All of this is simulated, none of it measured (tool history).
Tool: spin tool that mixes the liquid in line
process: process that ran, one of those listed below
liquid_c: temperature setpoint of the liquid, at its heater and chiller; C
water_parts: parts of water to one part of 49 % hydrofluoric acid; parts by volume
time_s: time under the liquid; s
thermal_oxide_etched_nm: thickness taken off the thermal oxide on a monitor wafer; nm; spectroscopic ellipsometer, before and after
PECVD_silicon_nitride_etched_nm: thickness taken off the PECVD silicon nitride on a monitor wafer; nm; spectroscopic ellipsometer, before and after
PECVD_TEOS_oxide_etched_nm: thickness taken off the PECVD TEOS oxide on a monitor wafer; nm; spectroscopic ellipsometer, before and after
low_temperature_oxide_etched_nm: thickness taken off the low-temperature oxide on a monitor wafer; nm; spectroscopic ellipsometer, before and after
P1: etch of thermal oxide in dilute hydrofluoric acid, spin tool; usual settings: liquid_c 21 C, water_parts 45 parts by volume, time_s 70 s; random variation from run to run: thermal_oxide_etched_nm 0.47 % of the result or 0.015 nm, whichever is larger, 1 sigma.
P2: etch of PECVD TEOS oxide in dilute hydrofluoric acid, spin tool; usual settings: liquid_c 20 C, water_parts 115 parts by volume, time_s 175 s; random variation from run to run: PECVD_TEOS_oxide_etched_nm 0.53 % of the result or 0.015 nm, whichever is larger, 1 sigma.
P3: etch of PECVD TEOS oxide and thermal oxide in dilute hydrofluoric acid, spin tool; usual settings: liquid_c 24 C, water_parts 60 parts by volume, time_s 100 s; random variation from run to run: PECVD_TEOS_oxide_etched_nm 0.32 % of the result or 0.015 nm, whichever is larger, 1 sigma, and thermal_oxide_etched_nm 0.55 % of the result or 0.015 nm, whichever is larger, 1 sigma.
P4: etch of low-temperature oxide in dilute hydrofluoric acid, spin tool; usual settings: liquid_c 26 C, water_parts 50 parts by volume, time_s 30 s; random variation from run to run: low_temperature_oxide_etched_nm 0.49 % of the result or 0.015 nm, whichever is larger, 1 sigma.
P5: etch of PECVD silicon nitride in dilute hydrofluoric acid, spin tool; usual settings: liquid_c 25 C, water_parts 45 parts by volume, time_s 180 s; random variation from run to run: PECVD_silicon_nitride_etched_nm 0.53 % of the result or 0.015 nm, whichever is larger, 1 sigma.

run	hour	process	liquid_c	water_parts	time_s	hours since the thermometer was replaced	hours since the hydrofluoric acid flow meter was replaced	thermal_oxide_etched_nm	PECVD_silicon_nitride_etched_nm	PECVD_TEOS_oxide_etched_nm	low_temperature_oxide_etched_nm
1	17.4	P1	21	45	70	1096.5	277	7.1817			
2	36.8	P5	25	45	40	1115.9	296.4		3.6337		
3	46.3	P1	21	70	135	1125.4	305.9	8.541			
4	59.4	P1	21	30	70	1138.5	319	10.85			
5	77.3	P3	24	60	100	1156.4	336.9	8.2939		15.588	
6	86.9	P1	21	45	70	1166	346.5	7.2372			
7	95.9	P1	21	65	70	1175	355.5	4.8303			
8	106.9	P5	29.5	45	180	1186	366.5		21.661		
9	119.1	P4	17.5	50	30	1198.2	378.7				9.4039
10	131.9	P3	24	60	155	1211	391.5	12.688		24.09	
11	146.6	P1	21	45	70	1225.7	406.2	7.1378			
12	159.5	P1	21	45	70	1238.6	419.1	7.1643			
13	170.3	P4	26	50	30	1249.4	429.9				13.383
14	180.1	P1	27	45	70	1259.2	439.7	9.2305			
15	195.8	P1	21	20	30	1274.9	455.4	7.053			
16	206.9	P3	24	110	100	1286	466.5	4.1668		7.9295	
17	217	P2	20	115	15	1296.1	476.6			2.5113	
18	232.3	P2	20	170	175	1311.4	491.9			18.701	
19	249.7	P1	21	45	125	1328.8	509.3	12.722			
20	258.7	P2	20	115	175	1337.8	518.3			29.309	
21	275.8	P1	21	45	70	1354.9	535.4	7.1645			
22	289.8	P2	26.5	115	175	1368.9	549.4			37.997	
23	304.5	P1	17	45	70	1383.6	564.1	6.0371			
24	318	P4	26	80	30	1397.1	577.6				8.061
# hour 322.1: hydrofluoric acid flow meter replaced
25	331.3	P4	26	50	60	1410.4	9.2				27.019
26	346.8	P1	21	45	70	1425.9	24.7	7.1324			
27	355.2	P5	25	70	180	1434.3	33.1		10.571		
28	367.4	P3	24	60	100	1446.5	45.3	8.3031		15.525	
29	382.9	P3	17	60	100	1462	60.8	6.1386		11.557	
30	391.8	P5	25	45	180	1470.9	69.7		16.124		
31	407.8	P1	21	45	15	1486.9	85.7	1.5315			
32	423.4	P1	21	45	70	1502.5	101.3	7.094			
33	436.7	P1	21	45	70	1515.8	114.6	7.201			
34	449.6	P1	21	45	70	1528.7	127.5	7.3777			
35	458.5	P1	21	45	70	1537.6	136.4	7.4668			
36	468.3	P1	21	45	70	1547.4	146.2	7.5276			
37	485.1	P1	21	45	70	1564.2	163	7.5805			
38	502.7	P1	21	45	70	1581.8	180.6	7.5559			
39	518	P1	21	45	70	1597.1	195.9	7.654			
40	536.7	P1	21	45	70	1615.8	214.6	7.7353			

What P1 gives has crept away from where it was. These 2 causes fit the log equally well, each at the size given:
A: liquid hotter than its thermometer reads (K) = 1.71
B: hydrofluoric acid flow above the setpoint (%) = 7.03
The creep began at about hour 436.7.

4 check runs are offered, one wafer each, their results left as question marks. Which one tells the causes apart?
check 1	555.4	P5	25	45	180				?		
check 2	555.4	P4	26	50	30						?
check 3	555.4	P2	20	115	175					?	
check 4	555.4	P3	24	60	100			?		?	

What each check would give under each cause:
check	result	if A	if B
check 1	PECVD_silicon_nitride_etched_nm	18.204	17.359
check 2	low_temperature_oxide_etched_nm	14.41	14.462
check 3	PECVD_TEOS_oxide_etched_nm	31.469	31.696
check 4	thermal_oxide_etched_nm	8.7502	8.7831
check 4	PECVD_TEOS_oxide_etched_nm	16.642	16.705
How far apart the two closest causes lie, in the result that separates them most: check 1 4.75 %; check 2 0.36 %; check 3 0.72 %; check 4 0.38 %
Check 1 tells the causes apart: in the others they would give nearly the same result.

Check 1 was then run and gave: PECVD_silicon_nitride_etched_nm 17.329 nm. Which cause is it?

It is B: hydrofluoric acid flow above the setpoint (%).

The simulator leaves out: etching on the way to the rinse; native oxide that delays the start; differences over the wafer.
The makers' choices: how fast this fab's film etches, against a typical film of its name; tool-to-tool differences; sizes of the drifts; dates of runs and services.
